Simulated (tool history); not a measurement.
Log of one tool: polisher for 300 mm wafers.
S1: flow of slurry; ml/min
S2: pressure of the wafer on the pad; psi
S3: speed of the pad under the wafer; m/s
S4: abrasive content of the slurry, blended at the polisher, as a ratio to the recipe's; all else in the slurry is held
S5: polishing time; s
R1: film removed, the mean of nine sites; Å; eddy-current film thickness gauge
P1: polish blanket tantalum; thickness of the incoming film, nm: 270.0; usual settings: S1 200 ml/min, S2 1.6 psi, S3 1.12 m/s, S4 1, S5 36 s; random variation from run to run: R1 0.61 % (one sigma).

run   hour   S1   S2    S3   S4  S5      R1
  1   17.8  200  1.6  1.12    1  36  460.02
  2   31.1  125  1.6  1.12    1  36   427.7
  3   46.1  280  1.6  1.12    1  36   479.5
  4   62.8  200  2.6  1.12    1  36  741.86
  5   72.3  200  1.6  1.12    1  36   460.6
  6   90.2  200  1.6  1.12    1  16  205.68
  7  103.3  200  1.6  1.12    1  36  463.41
  8    118  200  1.6  1.12  1.5  36  510.47
  9  129.6  200  1.6  0.72    1  52  426.69
     131.6  -- slurry blender recalibrated
 10  144.4  200  1.6  1.12  0.5  36  358.95
 11  159.4  200  1.6  1.12    1  36  464.46
     159.9  -- head pressure recalibrated
 12  178.5  200  1.6  1.12    1  36  458.55
 13  194.8  200  0.9  1.12    1  36  260.67
 14  205.8  200  1.6  1.12    1  36  461.11
 15  222.6  200  2.2  1.12  1.4  36  689.14
 16  233.3  200  1.6  1.12    1  56  713.97
 17  247.2  200  1.6  1.78    1  36  740.37
 18    257  200  1.6  0.52    1  36  215.22
 19  271.8  200  1.6  1.12    1  36  459.25
 20  283.4  200  1.6  1.12    1  36  444.46
 21  294.4  200  1.6  1.12    1  36  432.55
 22  312.3  200  1.6  1.12    1  36  425.22
     315.8  -- head pressure recalibrated
 23  325.5  200  1.6  1.12    1  36  419.42
     334.7  -- slurry nozzle cleaned
 24  341.1  200  1.6  1.12    1  36   418.8
 25  358.5  200  1.6  1.12    1  36  414.77
 26  370.6  200  1.6  1.12    1  36  414.65

What P1 gives has crept away from where it was. These 2 causes fit the log equally well, each at the size given:
A: removal rate lost through wear of the pad, % = 9.88
B: abrasive missing from the slurry, % = 27.7
The creep began at about hour 271.8.
Why every other cause is out:
slurry flow missing at the pad, %: serviced at hour 334.7, which brought nothing back
head's pressure below its setpoint, %: serviced at hour 315.8, which brought nothing back

4 check runs are offered, each on 5 wafers whose results are averaged, their results left as question marks. Which one tells the causes apart?
check 1  382.7  200  1.6   1.7     1  54   ?
check 2  382.7  200  1.6  1.66     1  36   ?
check 3  382.7  200  1.6  0.58     1  47   ?
check 4  382.7  200  1.6  0.86  0.75  36   ?

What each check would give under each cause:
  check  result    if A    if B
check 1      R1  945.26   945.4
check 2      R1  615.35  615.44
check 3      R1   280.7  280.74
check 4      R1  291.07     285
How far apart the two closest causes lie, in the result that separates them most: check 1 0.02 %; check 2 0.02 %; check 3 0.02 %; check 4 2.11 %
Only check 4 tells the causes apart: in the others they would give nearly the same result.

Then check 4 was run and gave: R1 291.15 Å. Which cause is it?

It is A: removal rate lost through wear of the pad, %.

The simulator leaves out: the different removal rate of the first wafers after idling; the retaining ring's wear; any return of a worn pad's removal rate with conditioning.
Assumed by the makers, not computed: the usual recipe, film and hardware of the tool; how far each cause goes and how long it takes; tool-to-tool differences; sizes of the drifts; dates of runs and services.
